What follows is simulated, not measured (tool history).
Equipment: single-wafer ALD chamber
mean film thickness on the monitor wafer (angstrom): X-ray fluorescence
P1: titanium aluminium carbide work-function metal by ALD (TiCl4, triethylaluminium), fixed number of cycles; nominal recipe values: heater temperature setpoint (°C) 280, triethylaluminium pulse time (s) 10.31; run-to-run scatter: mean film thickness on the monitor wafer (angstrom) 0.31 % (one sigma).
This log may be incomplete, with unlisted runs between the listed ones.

run    day  heater temperature setpoint (°C)  triethylaluminium pulse time (s)  hours since the last thermocouple change  hours since the last triethylaluminium bottle change  mean film thickness on the monitor wafer (angstrom)
  1  0.238                               280                             10.31                                     914.9                                                 318.6                                               18.301
  2  0.471                               280                              4.68                                     920.5                                                 324.2                                               15.035
  3  0.817                               305                             10.31                                     928.8                                                 332.5                                               20.412
  4  0.996                               291                              3.75                                     933.1                                                 336.8                                               14.314
  5  1.162                               280                             10.31                                     937.1                                                 340.8                                               18.186
  6  1.533                               280                             15.67                                       946                                                 349.7                                               18.615
  7  1.829                               280                             10.31                                     953.1                                                 356.8                                               18.261
  8  2.083                               262                             10.31                                     959.2                                                 362.9                                               16.746
  9  2.433                               280                             10.31                                     967.6                                                 371.3                                               18.298
 10  2.767                               280                             10.31                                     975.6                                                 379.3                                               18.347
 11   3.05                               280                             10.31                                     982.4                                                 386.1                                               18.366
 12  3.412                               267                              6.28                                     991.1                                                 394.8                                               15.629
 13   3.75                               280                             10.31                                     999.2                                                 402.9                                               18.349
 14  3.912                               280                             10.31                                    1003.1                                                 406.8                                               18.141

For run 15, what comes out?
 15  4.129                               280                             10.31                                    1008.3                                                   412                                                    ?

{"run 15": {"mean film thickness on the monitor wafer (angstrom)": 18.005}}
